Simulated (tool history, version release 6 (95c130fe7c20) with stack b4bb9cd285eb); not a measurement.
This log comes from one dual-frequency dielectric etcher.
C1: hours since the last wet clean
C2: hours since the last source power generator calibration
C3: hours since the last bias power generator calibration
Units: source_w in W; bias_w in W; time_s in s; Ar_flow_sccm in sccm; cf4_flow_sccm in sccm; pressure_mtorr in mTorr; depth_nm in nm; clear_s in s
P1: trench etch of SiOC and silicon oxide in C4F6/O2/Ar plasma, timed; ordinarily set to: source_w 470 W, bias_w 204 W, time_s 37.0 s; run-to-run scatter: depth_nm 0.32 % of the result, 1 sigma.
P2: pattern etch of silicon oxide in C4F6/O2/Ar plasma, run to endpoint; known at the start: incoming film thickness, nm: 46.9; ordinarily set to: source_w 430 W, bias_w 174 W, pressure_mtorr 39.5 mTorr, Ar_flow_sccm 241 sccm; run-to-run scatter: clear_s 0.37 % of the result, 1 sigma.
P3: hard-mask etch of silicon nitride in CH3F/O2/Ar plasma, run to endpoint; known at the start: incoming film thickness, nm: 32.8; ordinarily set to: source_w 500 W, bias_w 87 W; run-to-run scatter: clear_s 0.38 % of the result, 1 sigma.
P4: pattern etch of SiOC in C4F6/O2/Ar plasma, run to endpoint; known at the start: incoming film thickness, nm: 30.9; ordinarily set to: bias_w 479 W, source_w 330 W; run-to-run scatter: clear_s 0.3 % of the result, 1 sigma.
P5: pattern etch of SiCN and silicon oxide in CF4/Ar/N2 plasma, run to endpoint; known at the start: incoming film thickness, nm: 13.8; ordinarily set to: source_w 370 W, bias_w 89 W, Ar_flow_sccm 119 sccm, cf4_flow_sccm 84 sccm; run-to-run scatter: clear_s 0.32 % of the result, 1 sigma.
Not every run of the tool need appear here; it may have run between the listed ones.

run 1 hour=8.5 | process=P1 source_w=470 bias_w=204 time_s=37.0 | C1=61.9 C2=1403.7 C3=1438.8 | depth_nm=80.335
run 2 hour=21.7 | process=P5 source_w=290 bias_w=89 Ar_flow_sccm=119 cf4_flow_sccm=84 | C1=75.1 C2=1416.9 C3=1452.0 | clear_s=21.603
run 3 hour=33.0 | process=P4 source_w=330 bias_w=279 | C1=86.4 C2=1428.2 C3=1463.3 | clear_s=13.903
run 4 hour=42.7 | process=P1 source_w=300 bias_w=204 time_s=49.0 | C1=96.1 C2=1437.9 C3=1473.0 | depth_nm=89.510
run 5 hour=49.9 | process=P1 source_w=360 bias_w=204 time_s=37.0 | C1=103.3 C2=1445.1 C3=1480.2 | depth_nm=72.590
run 6 hour=63.5 | process=P4 source_w=330 bias_w=479 | C1=116.9 C2=1458.7 C3=1493.8 | clear_s=11.494
run 7 hour=78.8 | process=P3 source_w=500 bias_w=87 | C1=132.2 C2=1474.0 C3=1509.1 | clear_s=40.525
run 8 hour=95.1 | process=P1 source_w=290 bias_w=266 time_s=37.0 | C1=148.5 C2=1490.3 C3=1525.4 | depth_nm=73.223
run 9 hour=109.8 | process=P1 source_w=470 bias_w=277 time_s=37.0 | C1=163.2 C2=1505.0 C3=1540.1 | depth_nm=89.502
run 10 hour=125.4 | process=P1 source_w=470 bias_w=204 time_s=37.0 | C1=178.8 C2=1520.6 C3=1555.7 | depth_nm=81.115
run 11 hour=141.9 | process=P5 source_w=370 bias_w=89 Ar_flow_sccm=119 cf4_flow_sccm=84 | C1=195.3 C2=1537.1 C3=1572.2 | clear_s=17.357
run 12 hour=151.8 | process=P5 source_w=370 bias_w=89 Ar_flow_sccm=161 cf4_flow_sccm=84 | C1=205.2 C2=1547.0 C3=1582.1 | clear_s=18.205
run 13 hour=164.1 | process=P1 source_w=470 bias_w=204 time_s=37.0 | C1=217.5 C2=1559.3 C3=1594.4 | depth_nm=80.724
run 14 hour=179.3 | process=P5 source_w=370 bias_w=89 Ar_flow_sccm=119 cf4_flow_sccm=64 | C1=232.7 C2=1574.5 C3=1609.6 | clear_s=18.080
run 15 hour=193.7 | process=P2 source_w=320 bias_w=174 Ar_flow_sccm=241 pressure_mtorr=39.5 | C1=247.1 C2=1588.9 C3=1624.0 | clear_s=16.476
run 16 hour=204.7 | process=P5 source_w=370 bias_w=57 Ar_flow_sccm=119 cf4_flow_sccm=84 | C1=258.1 C2=1599.9 C3=1635.0 | clear_s=20.299
run 17 hour=215.7 | process=P1 source_w=470 bias_w=204 time_s=37.0 | C1=269.1 C2=1610.9 C3=1646.0 | depth_nm=80.009
run 18 hour=230.3 | process=P3 source_w=330 bias_w=87 | C1=283.7 C2=1625.5 C3=1660.6 | clear_s=47.175
run 19 hour=242.8 | process=P1 source_w=470 bias_w=154 time_s=46.0 | C1=296.2 C2=1638.0 C3=1673.1 | depth_nm=91.891
run 20 hour=252.8 | process=P1 source_w=470 bias_w=151 time_s=37.0 | C1=306.2 C2=1648.0 C3=1683.1 | depth_nm=72.945
run 21 hour=260.9 | process=P3 source_w=500 bias_w=64 | C1=314.3 C2=1656.1 C3=1691.2 | clear_s=44.561
-- hour=273.3 source power generator calibrated
run 22 hour=274.1 | process=P1 source_w=610 bias_w=204 time_s=37.0 | C1=327.5 C2=0.8 C3=1704.4 | depth_nm=89.518
-- hour=275.9 bias power generator calibrated
run 23 hour=285.1 | process=P2 source_w=430 bias_w=104 Ar_flow_sccm=241 pressure_mtorr=39.5 | C1=338.5 C2=11.8 C3=9.3 | clear_s=17.126
run 24 hour=292.5 | process=P1 source_w=470 bias_w=204 time_s=55.5 | C1=345.9 C2=19.2 C3=16.7 | depth_nm=120.580
run 25 hour=306.9 | process=P4 source_w=430 bias_w=479 | C1=360.3 C2=33.6 C3=31.1 | clear_s=10.451
run 26 hour=314.4 | process=P2 source_w=430 bias_w=174 Ar_flow_sccm=293 pressure_mtorr=39.5 | C1=367.8 C2=41.1 C3=38.6 | clear_s=15.046
run 27 hour=329.3 | process=P2 source_w=430 bias_w=174 Ar_flow_sccm=241 pressure_mtorr=31.5 | C1=382.7 C2=56.0 C3=53.5 | clear_s=14.317
run 28 hour=342.1 | process=P2 source_w=430 bias_w=174 Ar_flow_sccm=241 pressure_mtorr=39.5 | C1=395.5 C2=68.8 C3=66.3 | clear_s=14.704
run 29 hour=355.2 | process=P1 source_w=470 bias_w=204 time_s=37.0 | C1=408.6 C2=81.9 C3=79.4 | depth_nm=80.689
run 30 hour=365.7 | process=P1 source_w=470 bias_w=204 time_s=24.5 | C1=419.1 C2=92.4 C3=89.9 | depth_nm=53.476
run 31 hour=374.6 | process=P2 source_w=430 bias_w=174 Ar_flow_sccm=241 pressure_mtorr=39.5 | C1=428.0 C2=101.3 C3=98.8 | clear_s=14.732
run 32 hour=385.9 | process=P3 source_w=500 bias_w=87 | C1=439.3 C2=112.6 C3=110.1 | clear_s=40.230
run 33 hour=393.2 | process=P1 source_w=470 bias_w=204 time_s=37.0 | C1=446.6 C2=119.9 C3=117.4 | depth_nm=80.560
run 34 hour=405.3 | process=P1 source_w=470 bias_w=204 time_s=37.0 | C1=458.7 C2=132.0 C3=129.5 | depth_nm=80.748
run 35 hour=418.8 | process=P1 source_w=470 bias_w=204 time_s=37.0 | C1=472.2 C2=145.5 C3=143.0 | depth_nm=80.015
run 36 hour=427.3 | process=P1 source_w=470 bias_w=204 time_s=37.0 | C1=480.7 C2=154.0 C3=151.5 | depth_nm=79.776
-- hour=434.7 wet clean of the chamber
run 37 hour=435.4 | process=P1 source_w=470 bias_w=204 time_s=37.0 | C1=0.7 C2=162.1 C3=159.6 | depth_nm=79.634
run 38 hour=445.4 | process=P1 source_w=470 bias_w=204 time_s=37.0 | C1=10.7 C2=172.1 C3=169.6 | depth_nm=78.816
run 39 hour=456.7 | process=P1 source_w=470 bias_w=204 time_s=37.0 | C1=22.0 C2=183.4 C3=180.9 | depth_nm=79.471
run 40 hour=471.5 | process=P1 source_w=470 bias_w=204 time_s=37.0 | C1=36.8 C2=198.2 C3=195.7 | depth_nm=79.477

Something has made what P1 gives creep away from where it was; the 2 causes below, each at its own stated size, fit the log equally well:
A: bias power that arrives under what is set, % = 4.81
B: source power that arrives under what is set, % = 3.99
At approximately hour 405.3, the process output began to creep.
Ruled out, with reasons:
chamber walls in a state that lowers the etch rate, %: serviced after onset, at hour 434.7, with no recovery of the prior output

4 check runs are offered, each on 2 wafers whose results are averaged, their results left as question marks. Which one tells the causes apart?
run check 1 hour=486.3 | process=P4 source_w=400 bias_w=405 | clear_s=?
run check 2 hour=486.3 | process=P2 source_w=430 bias_w=148 Ar_flow_sccm=241 pressure_mtorr=39.5 | clear_s=?
run check 3 hour=486.3 | process=P3 source_w=340 bias_w=87 | clear_s=?
run check 4 hour=486.3 | process=P5 source_w=370 bias_w=57 Ar_flow_sccm=119 cf4_flow_sccm=84 | clear_s=?

If the cause were each of the candidates in turn, the checks would give the following:
check=check_1 result=clear_s if_A=11.606 if_B=11.575
check=check_2 result=clear_s if_A=15.681 if_B=15.703
check=check_3 result=clear_s if_A=47.536 if_B=47.417
check=check_4 result=clear_s if_A=20.591 if_B=21.011
Distance between the nearest two causes, measured in the result of the check that separates them most: check 1 0.26 %; check 2 0.14 %; check 3 0.25 %; check 4 2.02 %
Check 4 tells the causes apart: in the others they would give nearly the same result.

Running check 4 produced the following: clear_s 20.615 s. Which one of the listed causes fits?

A is the cause: bias power that arrives under what is set, %.
